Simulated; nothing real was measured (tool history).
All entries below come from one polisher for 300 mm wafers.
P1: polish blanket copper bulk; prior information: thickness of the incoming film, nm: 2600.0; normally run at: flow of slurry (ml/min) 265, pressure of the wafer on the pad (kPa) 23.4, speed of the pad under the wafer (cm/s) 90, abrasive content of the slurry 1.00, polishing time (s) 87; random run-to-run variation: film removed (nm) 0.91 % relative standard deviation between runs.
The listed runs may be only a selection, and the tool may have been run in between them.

run	hour	flow of slurry (ml/min)	pressure of the wafer on the pad (kPa)	speed of the pad under the wafer (cm/s)	abrasive content of the slurry	polishing time (s)	film removed (nm)
1	3.5	265	23.4	90	1.00	87	727.29
2	8.7	265	23.4	90	1.00	87	725.75
3	14.9	265	23.4	144	1.00	87	1140.90
4	21.1	265	35.2	90	1.00	87	1062.00
5	25.7	160	23.4	90	1.00	47	365.75
6	29.4	160	23.4	90	1.00	87	667.81
7	33.1	185	23.4	90	1.25	87	717.60
# hour 35.8: head pressure recalibrated
8	38.8	265	23.4	90	1.50	87	770.82
# hour 39.5: slurry blender recalibrated
9	43.8	265	23.4	90	1.00	118	972.16
10	49.5	265	23.4	90	1.00	43	352.31
11	52.9	265	23.4	90	1.00	87	722.45
12	58.3	265	23.4	90	1.00	87	731.41
13	64.5	265	23.4	90	0.55	87	626.92
14	70.7	265	23.4	46	1.00	87	365.42
15	76.7	265	12.4	90	1.00	87	383.08

Run 16 has not been measured yet. What should we expect?
16	81.2	265	23.4	90	1.00	87	?

{"run 16": {"film removed (nm)": 715.67}}
